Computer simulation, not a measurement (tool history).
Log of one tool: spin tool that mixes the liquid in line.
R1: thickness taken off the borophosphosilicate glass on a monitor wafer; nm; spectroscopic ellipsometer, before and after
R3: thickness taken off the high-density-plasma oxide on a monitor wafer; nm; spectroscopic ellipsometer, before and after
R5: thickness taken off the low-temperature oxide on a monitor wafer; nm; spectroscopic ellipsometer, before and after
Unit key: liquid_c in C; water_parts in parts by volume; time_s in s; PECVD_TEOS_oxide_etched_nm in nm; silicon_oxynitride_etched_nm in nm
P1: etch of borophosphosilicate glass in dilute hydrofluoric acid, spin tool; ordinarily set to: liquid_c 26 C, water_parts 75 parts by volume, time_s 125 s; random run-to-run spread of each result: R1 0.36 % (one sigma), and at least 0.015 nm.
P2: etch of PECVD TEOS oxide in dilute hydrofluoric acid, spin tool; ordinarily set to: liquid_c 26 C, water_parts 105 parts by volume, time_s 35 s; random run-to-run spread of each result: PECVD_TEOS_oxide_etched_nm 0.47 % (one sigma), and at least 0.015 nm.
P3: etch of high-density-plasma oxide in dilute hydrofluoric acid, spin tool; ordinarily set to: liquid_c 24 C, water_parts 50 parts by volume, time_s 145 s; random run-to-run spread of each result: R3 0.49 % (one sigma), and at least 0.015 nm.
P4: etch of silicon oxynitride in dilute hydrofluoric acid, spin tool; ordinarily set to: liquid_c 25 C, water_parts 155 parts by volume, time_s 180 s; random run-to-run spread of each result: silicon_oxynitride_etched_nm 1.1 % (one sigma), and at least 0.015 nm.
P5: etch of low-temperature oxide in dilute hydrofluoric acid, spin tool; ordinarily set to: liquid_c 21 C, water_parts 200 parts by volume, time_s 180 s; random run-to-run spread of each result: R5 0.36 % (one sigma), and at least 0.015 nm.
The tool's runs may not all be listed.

run 1 day=0.204 | process=P1 liquid_c=26 water_parts=75 time_s=125 | R1=51.374
run 2 day=0.367 | process=P2 liquid_c=19 water_parts=105 time_s=35 | PECVD_TEOS_oxide_etched_nm=4.3562
run 3 day=0.625 | process=P2 liquid_c=26 water_parts=105 time_s=15 | PECVD_TEOS_oxide_etched_nm=2.457
run 4 day=0.846 | process=P1 liquid_c=26 water_parts=20 time_s=125 | R1=207.26
run 5 day=1.025 | process=P1 liquid_c=26 water_parts=75 time_s=35 | R1=14.359
run 6 day=1.175 | process=P1 liquid_c=26 water_parts=75 time_s=125 | R1=51.822
run 7 day=1.321 | process=P3 liquid_c=24 water_parts=50 time_s=145 | R3=24.089
run 8 day=1.642 | process=P1 liquid_c=26 water_parts=75 time_s=125 | R1=51.641
run 9 day=1.933 | process=P1 liquid_c=26 water_parts=75 time_s=125 | R1=51.244
run 10 day=2.196 | process=P4 liquid_c=33 water_parts=155 time_s=180 | silicon_oxynitride_etched_nm=2.9407
run 11 day=2.338 | process=P2 liquid_c=26 water_parts=105 time_s=35 | PECVD_TEOS_oxide_etched_nm=5.7327
run 12 day=2.529 | process=P4 liquid_c=25 water_parts=155 time_s=180 | silicon_oxynitride_etched_nm=2.0735
run 13 day=2.804 | process=P5 liquid_c=21 water_parts=200 time_s=180 | R5=7.6718
run 14 day=3.117 | process=P3 liquid_c=24 water_parts=50 time_s=40 | R3=6.6393
run 15 day=3.333 | process=P5 liquid_c=21 water_parts=200 time_s=15 | R5=0.66302
run 16 day=3.638 | process=P1 liquid_c=21 water_parts=75 time_s=125 | R1=41.846
run 17 day=3.892 | process=P3 liquid_c=32 water_parts=50 time_s=145 | R3=32.743
run 18 day=4.171 | process=P5 liquid_c=28.5 water_parts=200 time_s=180 | R5=10.059
run 19 day=4.475 | process=P1 liquid_c=26 water_parts=75 time_s=230 | R1=94.431
run 20 day=4.75 | process=P1 liquid_c=26 water_parts=130 time_s=125 | R1=27.62
run 21 day=4.979 | process=P1 liquid_c=26 water_parts=35 time_s=35 | R1=32.559

What will run 22 give?
run 22 day=5.296 | process=P3 liquid_c=24 water_parts=20 time_s=145 | R3=?

R3: 62.08 nm
